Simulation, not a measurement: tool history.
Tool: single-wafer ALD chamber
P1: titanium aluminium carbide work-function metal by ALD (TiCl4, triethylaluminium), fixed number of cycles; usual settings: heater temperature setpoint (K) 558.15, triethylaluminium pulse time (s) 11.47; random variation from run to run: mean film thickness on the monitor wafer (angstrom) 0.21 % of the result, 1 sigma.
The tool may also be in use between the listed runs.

run     day  heater temperature setpoint (K)  triethylaluminium pulse time (s)  mean film thickness on the monitor wafer (angstrom)
  1   0.362                           558.15                             11.47                                               18.771
  2   0.867                           558.15                             11.47                                               18.767
  3   1.346                           536.15                             17.24                                               17.253
  4   1.958                           539.15                             11.47                                               17.152
  5   2.362                           558.15                             11.47                                               18.838
  6   2.758                           558.15                             11.47                                               18.802
  7   3.492                           582.15                             11.47                                               20.848
  8   3.846                           558.15                              4.04                                               14.396
  9    4.45                           558.15                             18.66                                               19.097
 10   5.167                           543.15                              6.14                                               15.672
 11   5.725                           558.15                             11.47                                               18.712
 12   6.208                           558.15                             11.47                                                18.78
 13   6.775                           558.15                             11.47                                               18.788
 14   7.246                           558.15                             11.47                                               18.835
 15   7.833                           558.15                             11.47                                               18.687
 16   8.404                           558.15                             11.47                                               18.616
 17   8.996                           558.15                             11.47                                               18.605
 18   9.738                           558.15                             11.47                                                18.49
 19  10.221                           558.15                             11.47                                               18.476

Forecast run 20:
 20  10.942                           558.15                             11.47                                                    ?

{"run 20": {"mean film thickness on the monitor wafer (angstrom)": 18.407}}

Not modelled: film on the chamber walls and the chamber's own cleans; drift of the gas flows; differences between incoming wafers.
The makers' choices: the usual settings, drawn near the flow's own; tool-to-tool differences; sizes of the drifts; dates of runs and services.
